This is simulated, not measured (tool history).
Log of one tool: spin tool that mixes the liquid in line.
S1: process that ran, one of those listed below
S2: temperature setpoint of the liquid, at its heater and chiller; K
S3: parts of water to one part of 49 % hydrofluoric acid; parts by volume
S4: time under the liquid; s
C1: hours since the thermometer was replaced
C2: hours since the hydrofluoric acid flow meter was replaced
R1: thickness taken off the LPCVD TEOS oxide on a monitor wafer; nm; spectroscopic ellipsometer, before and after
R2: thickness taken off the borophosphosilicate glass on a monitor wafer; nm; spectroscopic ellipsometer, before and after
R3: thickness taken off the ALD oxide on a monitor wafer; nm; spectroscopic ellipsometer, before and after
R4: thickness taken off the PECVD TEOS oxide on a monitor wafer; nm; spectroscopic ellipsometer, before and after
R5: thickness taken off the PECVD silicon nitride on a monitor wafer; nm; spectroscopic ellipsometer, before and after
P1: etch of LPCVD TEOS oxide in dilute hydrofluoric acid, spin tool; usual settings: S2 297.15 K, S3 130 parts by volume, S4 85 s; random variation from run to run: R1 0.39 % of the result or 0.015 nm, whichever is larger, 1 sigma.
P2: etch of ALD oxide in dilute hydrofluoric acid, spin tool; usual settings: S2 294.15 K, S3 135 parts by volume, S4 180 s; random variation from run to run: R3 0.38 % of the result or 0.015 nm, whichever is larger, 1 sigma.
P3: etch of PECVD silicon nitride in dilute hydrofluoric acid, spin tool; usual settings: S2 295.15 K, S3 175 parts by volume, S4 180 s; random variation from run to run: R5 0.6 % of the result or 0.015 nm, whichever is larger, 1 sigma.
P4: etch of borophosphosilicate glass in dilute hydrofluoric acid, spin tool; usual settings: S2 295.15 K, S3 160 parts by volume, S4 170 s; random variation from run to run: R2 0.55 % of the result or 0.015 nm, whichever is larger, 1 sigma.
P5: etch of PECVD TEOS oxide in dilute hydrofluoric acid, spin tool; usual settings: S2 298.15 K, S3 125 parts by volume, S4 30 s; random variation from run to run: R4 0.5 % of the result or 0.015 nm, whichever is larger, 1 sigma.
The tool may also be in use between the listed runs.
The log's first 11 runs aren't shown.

run   hour  S1      S2   S3   S4     C1     C2        R1      R2      R3       R4      R5
 12  111.3  P4  295.15  160  170  650.9  580.0            36.395
 13  121.6  P5  298.15  125   30  661.2  590.3                             6.2828
 14  131.5  P5  290.15  125   30  671.1  600.2                             4.5500
 15  143.3  P3  302.65  175  180  682.9  612.0                                     8.0960
 16  149.1  P3  295.15  290  180  688.7  617.8                                     3.0244
 17  157.6  P1  297.15   30  125  697.2  626.3  104.0200
 18  167.0  P2  294.15  200  180  706.6  635.7                    12.974
 19  176.8  P2  294.15  135  285  716.4  645.5                    32.381
     187.5  -- thermometer replaced
 20  189.9  P1  304.15  130  165    2.5  658.6   36.4230
 21  201.9  P1  297.15  215   85   14.5  670.6    7.8739
 22  208.2  P5  298.15  125   30   20.8  676.9                             6.2945
 23  220.4  P1  297.15  130   85   33.0  689.1   14.3490
 24  226.6  P1  297.15  130   85   39.2  695.3   14.2140
 25  232.5  P5  298.15  125   60   45.1  701.2                            12.5160
 26  242.0  P2  294.15  135  180   54.6  710.7                    20.496
 27  253.9  P1  297.15  130   85   66.5  722.6   14.2970
 28  262.0  P3  295.15  175  290   74.6  730.7                                     8.1158
 29  268.1  P4  291.65  160  170   80.7  736.8            32.120
 30  275.1  P1  297.15  130   35   87.7  743.8    5.9014
 31  286.6  P3  295.15  175  180   99.2  755.3                                     4.9821

Run 32 comes next. What will it give?
 32  295.8  P1  297.15  130  85  108.4  764.5   ?

Run 32 gave R1 14.3700 nm.
